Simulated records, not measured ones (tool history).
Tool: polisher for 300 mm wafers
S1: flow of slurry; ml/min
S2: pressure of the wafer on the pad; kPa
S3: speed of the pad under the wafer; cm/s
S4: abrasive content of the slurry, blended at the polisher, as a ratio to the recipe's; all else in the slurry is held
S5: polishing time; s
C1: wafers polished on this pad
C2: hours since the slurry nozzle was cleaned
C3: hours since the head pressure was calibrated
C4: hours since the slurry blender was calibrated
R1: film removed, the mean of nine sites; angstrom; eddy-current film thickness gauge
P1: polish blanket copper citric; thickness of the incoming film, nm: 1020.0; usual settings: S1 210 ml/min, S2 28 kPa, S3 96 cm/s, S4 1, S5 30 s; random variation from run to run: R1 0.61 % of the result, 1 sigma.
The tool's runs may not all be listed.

| run | hour | S1 | S2 | S3 | S4 | S5 | C1 | C2 | C3 | C4 | R1 |
|---|---|---|---|---|---|---|---|---|---|---|---|
| 1 | 16.6 | 210 | 28 | 96 | 1 | 30 | 578 | 107.7 | 853.3 | 132.6 | 683.3 |
| 2 | 29.8 | 210 | 28 | 96 | 1 | 30 | 777 | 120.9 | 866.5 | 145.8 | 687.6 |
| 3 | 37.2 | 210 | 28 | 46 | 0.6 | 30 | 888 | 128.3 | 873.9 | 153.2 | 303.18 |
| 4 | 48 | 210 | 28 | 128 | 1 | 40 | 1050 | 139.1 | 884.7 | 164 | 1209.4 |
| 5 | 60.2 | 210 | 41 | 96 | 1 | 30 | 1233 | 151.3 | 896.9 | 176.2 | 1012.6 |
| 6 | 73.6 | 210 | 28 | 96 | 1 | 30 | 1434 | 164.7 | 910.3 | 189.6 | 686.02 |
|  | 79.1 | slurry blender recalibrated |
| 7 | 83.7 | 125 | 28 | 96 | 1 | 30 | 1586 | 174.8 | 920.4 | 4.6 | 635.54 |
| 8 | 95.4 | 210 | 28 | 96 | 1 | 30 | 1762 | 186.5 | 932.1 | 16.3 | 685.75 |
| 9 | 107.2 | 210 | 28 | 44 | 1 | 30 | 1939 | 198.3 | 943.9 | 28.1 | 323.05 |
| 10 | 117.8 | 210 | 28 | 96 | 1 | 14 | 2098 | 208.9 | 954.5 | 38.7 | 321.75 |
| 11 | 132.7 | 210 | 28 | 96 | 1 | 30 | 2322 | 223.8 | 969.4 | 53.6 | 679.76 |
| 12 | 142.7 | 210 | 28 | 130 | 1 | 30 | 2472 | 233.8 | 979.4 | 63.6 | 931.53 |
| 13 | 150.2 | 210 | 28 | 96 | 1 | 45 | 2585 | 241.3 | 986.9 | 71.1 | 1035.3 |
| 14 | 166 | 210 | 14 | 96 | 1 | 30 | 2822 | 257.1 | 1002.7 | 86.9 | 347.53 |
| 15 | 180.4 | 285 | 28 | 96 | 1 | 30 | 3038 | 271.5 | 1017.1 | 101.3 | 707.51 |
| 16 | 188.6 | 210 | 28 | 96 | 0.75 | 30 | 3161 | 279.7 | 1025.3 | 109.5 | 648.88 |
| 17 | 196.4 | 210 | 28 | 96 | 1.45 | 30 | 3278 | 287.5 | 1033.1 | 117.3 | 743.11 |
| 18 | 210.4 | 210 | 28 | 96 | 1 | 30 | 3489 | 301.5 | 1047.1 | 131.3 | 686 |
| 19 | 227.1 | 260 | 28 | 96 | 0.75 | 30 | 3740 | 318.2 | 1063.8 | 148 | 662.85 |
| 20 | 241.4 | 210 | 28 | 96 | 1 | 30 | 3954 | 332.5 | 1078.1 | 162.3 | 681.81 |
| 21 | 256.7 | 210 | 28 | 96 | 1 | 30 | 4184 | 347.8 | 1093.4 | 177.6 | 675.19 |
| 22 | 266.8 | 210 | 28 | 96 | 1 | 30 | 4336 | 357.9 | 1103.5 | 187.7 | 665.87 |
| 23 | 276 | 210 | 28 | 96 | 1 | 30 | 4474 | 367.1 | 1112.7 | 196.9 | 647.96 |
|  | 277.6 | head pressure recalibrated |
| 24 | 286.8 | 210 | 28 | 96 | 1 | 30 | 4636 | 377.9 | 9.3 | 207.7 | 648.9 |
| 25 | 297.4 | 210 | 28 | 96 | 1 | 30 | 4795 | 388.5 | 19.9 | 218.3 | 638.5 |
|  | 305.7 | slurry blender recalibrated |
| 26 | 305.9 | 210 | 28 | 96 | 1 | 30 | 4923 | 397 | 28.4 | 0.3 | 638.86 |
| 27 | 314.8 | 210 | 28 | 96 | 1 | 30 | 5057 | 405.9 | 37.3 | 9.2 | 636.29 |
| 28 | 328 | 210 | 28 | 96 | 1 | 30 | 5255 | 419.1 | 50.5 | 22.4 | 633.42 |
| 29 | 341.4 | 210 | 28 | 96 | 1 | 30 | 5456 | 432.5 | 63.9 | 35.8 | 640.69 |

What P1 gives has crept away from where it was. These 2 causes fit the log equally well, each at the size given:
A: removal rate lost through wear of the pad, % = 7.29
B: slurry flow missing at the pad, % = 37.7
The creep began at about hour 241.4.
Why every other cause is out:
head's pressure below its setpoint, %: serviced at hour 277.6, which brought nothing back
abrasive missing from the slurry, %: serviced at hour 305.7, which brought nothing back

4 check runs are offered, each on 5 wafers whose results are averaged, their results left as question marks. Which one tells the causes apart?
| check 1 | 354.8 | 210 | 20 | 96 | 1 | 23 |  |  |  |  | ? |
| check 2 | 354.8 | 210 | 22.1 | 96 | 1 | 30 |  |  |  |  | ? |
| check 3 | 354.8 | 210 | 21.4 | 44 | 1 | 30 |  |  |  |  | ? |
| check 4 | 354.8 | 160 | 40.7 | 96 | 1 | 30 |  |  |  |  | ? |

What each check would give under each cause:
| check | result | if A | if B |
|---|---|---|---|
| check 1 | R1 | 356.27 | 356.26 |
| check 2 | R1 | 511.52 | 511.51 |
| check 3 | R1 | 233.81 | 233.8 |
| check 4 | R1 | 896.91 | 877.89 |
How far apart the two closest causes lie, in the result that separates them most: check 1 0 %; check 2 0 %; check 3 0 %; check 4 2.14 %
Check 4 tells the causes apart: in the others they would give nearly the same result.

Then check 4 was run and gave: R1 877.08 angstrom. Which cause is it?

It is B: slurry flow missing at the pad, %.
